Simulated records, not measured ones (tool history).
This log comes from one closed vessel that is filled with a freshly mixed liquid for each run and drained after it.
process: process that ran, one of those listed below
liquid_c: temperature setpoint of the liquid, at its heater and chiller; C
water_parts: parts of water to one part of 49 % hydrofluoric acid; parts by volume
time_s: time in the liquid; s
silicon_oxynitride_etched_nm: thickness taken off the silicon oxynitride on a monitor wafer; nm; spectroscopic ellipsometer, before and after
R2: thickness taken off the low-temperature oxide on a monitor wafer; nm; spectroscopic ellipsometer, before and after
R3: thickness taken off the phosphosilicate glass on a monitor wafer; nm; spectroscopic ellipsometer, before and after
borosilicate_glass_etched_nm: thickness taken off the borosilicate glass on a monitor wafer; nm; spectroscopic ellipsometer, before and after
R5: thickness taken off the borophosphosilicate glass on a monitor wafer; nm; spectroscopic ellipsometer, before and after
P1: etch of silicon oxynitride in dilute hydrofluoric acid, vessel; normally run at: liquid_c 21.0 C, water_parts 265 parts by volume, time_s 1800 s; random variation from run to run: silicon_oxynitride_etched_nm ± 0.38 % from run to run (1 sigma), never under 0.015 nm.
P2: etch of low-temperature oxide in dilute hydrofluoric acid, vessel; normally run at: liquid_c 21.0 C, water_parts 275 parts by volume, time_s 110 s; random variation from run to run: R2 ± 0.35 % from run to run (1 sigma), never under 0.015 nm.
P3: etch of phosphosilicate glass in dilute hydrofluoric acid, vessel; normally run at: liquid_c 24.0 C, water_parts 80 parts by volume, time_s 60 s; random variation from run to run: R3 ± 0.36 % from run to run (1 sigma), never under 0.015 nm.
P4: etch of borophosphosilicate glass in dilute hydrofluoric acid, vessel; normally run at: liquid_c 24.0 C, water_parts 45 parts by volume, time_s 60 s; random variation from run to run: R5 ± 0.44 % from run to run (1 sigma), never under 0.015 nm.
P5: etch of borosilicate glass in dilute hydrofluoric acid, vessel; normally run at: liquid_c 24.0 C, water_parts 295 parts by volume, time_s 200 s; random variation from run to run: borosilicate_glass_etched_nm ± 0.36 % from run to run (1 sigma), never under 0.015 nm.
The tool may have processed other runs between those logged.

{"run": 1, "day": 0.3, "process": "P1", "liquid_c": 21.0, "water_parts": 265, "time_s": 1800, "silicon_oxynitride_etched_nm": 14.546}
{"run": 2, "day": 0.625, "process": "P1", "liquid_c": 17.0, "water_parts": 160, "time_s": 1800, "silicon_oxynitride_etched_nm": 21.157}
{"run": 3, "day": 0.888, "process": "P2", "liquid_c": 17.0, "water_parts": 275, "time_s": 110, "R2": 8.7392}
{"run": 4, "day": 1.075, "process": "P1", "liquid_c": 21.0, "water_parts": 265, "time_s": 1800, "silicon_oxynitride_etched_nm": 14.355}
{"run": 5, "day": 1.404, "process": "P3", "liquid_c": 32.0, "water_parts": 80, "time_s": 60, "R3": 108.87}
{"day": 1.475, "done": "thermometer replaced"}
{"run": 6, "day": 1.638, "process": "P3", "liquid_c": 24.0, "water_parts": 80, "time_s": 30, "R3": 40.005}
{"run": 7, "day": 1.871, "process": "P3", "liquid_c": 24.0, "water_parts": 20, "time_s": 60, "R3": 344.99}
{"run": 8, "day": 2.033, "process": "P1", "liquid_c": 21.0, "water_parts": 265, "time_s": 2935, "silicon_oxynitride_etched_nm": 23.447}
{"run": 9, "day": 2.292, "process": "P1", "liquid_c": 21.0, "water_parts": 50, "time_s": 1800, "silicon_oxynitride_etched_nm": 89.168}
{"run": 10, "day": 2.588, "process": "P5", "liquid_c": 31.0, "water_parts": 295, "time_s": 200, "borosilicate_glass_etched_nm": 20.452}
{"run": 11, "day": 2.783, "process": "P2", "liquid_c": 21.0, "water_parts": 70, "time_s": 110, "R2": 49.083}
{"run": 12, "day": 3.079, "process": "P2", "liquid_c": 21.0, "water_parts": 275, "time_s": 205, "R2": 18.886}
{"run": 13, "day": 3.346, "process": "P2", "liquid_c": 21.0, "water_parts": 275, "time_s": 110, "R2": 10.115}
{"run": 14, "day": 3.596, "process": "P3", "liquid_c": 24.0, "water_parts": 80, "time_s": 60, "R3": 79.701}
{"run": 15, "day": 3.758, "process": "P1", "liquid_c": 21.0, "water_parts": 265, "time_s": 745, "silicon_oxynitride_etched_nm": 5.9499}
{"run": 16, "day": 3.95, "process": "P5", "liquid_c": 24.0, "water_parts": 295, "time_s": 390, "borosilicate_glass_etched_nm": 31.689}
{"run": 17, "day": 4.108, "process": "P5", "liquid_c": 24.0, "water_parts": 295, "time_s": 200, "borosilicate_glass_etched_nm": 16.188}
{"run": 18, "day": 4.388, "process": "P1", "liquid_c": 21.0, "water_parts": 405, "time_s": 1800, "silicon_oxynitride_etched_nm": 8.6542}
{"run": 19, "day": 4.604, "process": "P1", "liquid_c": 21.0, "water_parts": 265, "time_s": 1800, "silicon_oxynitride_etched_nm": 14.43}
{"run": 20, "day": 4.792, "process": "P4", "liquid_c": 24.0, "water_parts": 30, "time_s": 60, "R5": 73.342}
{"run": 21, "day": 5.033, "process": "P1", "liquid_c": 21.0, "water_parts": 265, "time_s": 1800, "silicon_oxynitride_etched_nm": 14.377}
{"run": 22, "day": 5.204, "process": "P4", "liquid_c": 24.0, "water_parts": 45, "time_s": 90, "R5": 71.066}
{"run": 23, "day": 5.492, "process": "P1", "liquid_c": 17.5, "water_parts": 265, "time_s": 850, "silicon_oxynitride_etched_nm": 5.832}
{"run": 24, "day": 5.8, "process": "P1", "liquid_c": 21.0, "water_parts": 265, "time_s": 1800, "silicon_oxynitride_etched_nm": 14.409}
{"run": 25, "day": 6.1, "process": "P4", "liquid_c": 24.0, "water_parts": 45, "time_s": 60, "R5": 47.161}
{"run": 26, "day": 6.45, "process": "P5", "liquid_c": 24.0, "water_parts": 510, "time_s": 200, "borosilicate_glass_etched_nm": 7.761}
{"run": 27, "day": 6.65, "process": "P1", "liquid_c": 17.0, "water_parts": 265, "time_s": 1800, "silicon_oxynitride_etched_nm": 11.983}
{"run": 28, "day": 6.967, "process": "P4", "liquid_c": 18.5, "water_parts": 45, "time_s": 60, "R5": 37.853}
{"run": 29, "day": 7.312, "process": "P1", "liquid_c": 26.5, "water_parts": 265, "time_s": 1800, "silicon_oxynitride_etched_nm": 18.227}
{"run": 30, "day": 7.654, "process": "P1", "liquid_c": 21.0, "water_parts": 265, "time_s": 1800, "silicon_oxynitride_etched_nm": 14.379}
{"run": 31, "day": 7.9, "process": "P1", "liquid_c": 21.0, "water_parts": 265, "time_s": 1800, "silicon_oxynitride_etched_nm": 14.873}
{"run": 32, "day": 8.138, "process": "P1", "liquid_c": 21.0, "water_parts": 265, "time_s": 1800, "silicon_oxynitride_etched_nm": 15.192}
{"run": 33, "day": 8.346, "process": "P1", "liquid_c": 21.0, "water_parts": 265, "time_s": 1800, "silicon_oxynitride_etched_nm": 15.354}
{"run": 34, "day": 8.521, "process": "P1", "liquid_c": 21.0, "water_parts": 265, "time_s": 1800, "silicon_oxynitride_etched_nm": 15.44}
{"run": 35, "day": 8.742, "process": "P1", "liquid_c": 21.0, "water_parts": 265, "time_s": 1800, "silicon_oxynitride_etched_nm": 15.56}
{"run": 36, "day": 9.046, "process": "P1", "liquid_c": 21.0, "water_parts": 265, "time_s": 1800, "silicon_oxynitride_etched_nm": 15.551}
{"run": 37, "day": 9.204, "process": "P1", "liquid_c": 21.0, "water_parts": 265, "time_s": 1800, "silicon_oxynitride_etched_nm": 15.498}
{"run": 38, "day": 9.562, "process": "P1", "liquid_c": 21.0, "water_parts": 265, "time_s": 1800, "silicon_oxynitride_etched_nm": 15.662}

Compared with where it was, what P1 gives has crept away. Each cause listed below fits the log as well as the rest, at the size given for it:
A: hydrofluoric acid flow above the setpoint (%) = 6.86
B: liquid hotter than its thermometer reads (K) = 1.76
At approximately day 7.654, the process output began to creep.

The check runs listed below each take one wafer, and their results are still question marks. Under which run would the listed causes lead to clearly different results?
{"run": "check 1", "day": 9.921, "process": "P2", "liquid_c": 21.0, "water_parts": 110, "time_s": 195, "R2": "?"}
{"run": "check 2", "day": 9.921, "process": "P5", "liquid_c": 24.0, "water_parts": 475, "time_s": 370, "borosilicate_glass_etched_nm": "?"}
{"run": "check 3", "day": 9.921, "process": "P4", "liquid_c": 18.5, "water_parts": 45, "time_s": 60, "R5": "?"}
{"run": "check 4", "day": 9.921, "process": "P3", "liquid_c": 24.0, "water_parts": 25, "time_s": 60, "R3": "?"}

What each check would give under each cause:
check=check_1 result=R2 if_A=57.2270 if_B=57.0140
check=check_2 result=borosilicate_glass_etched_nm if_A=17.454 if_B=16.812
check=check_3 result=R5 if_A=40.310 if_B=40.538
check=check_4 result=R3 if_A=293.800 if_B=295.330
Smallest distance between any two causes, each pair judged by its most separating result, in per cent: check 1 0.37 %; check 2 3.75 %; check 3 0.56 %; check 4 0.52 %
Only in check 2 would the causes give clearly different results; in the remaining checks their results would be nearly the same.

Here is what check 2 returned: borosilicate_glass_etched_nm 16.864 nm. Which cause is it?

The correct cause is B, namely: liquid hotter than its thermometer reads (K).
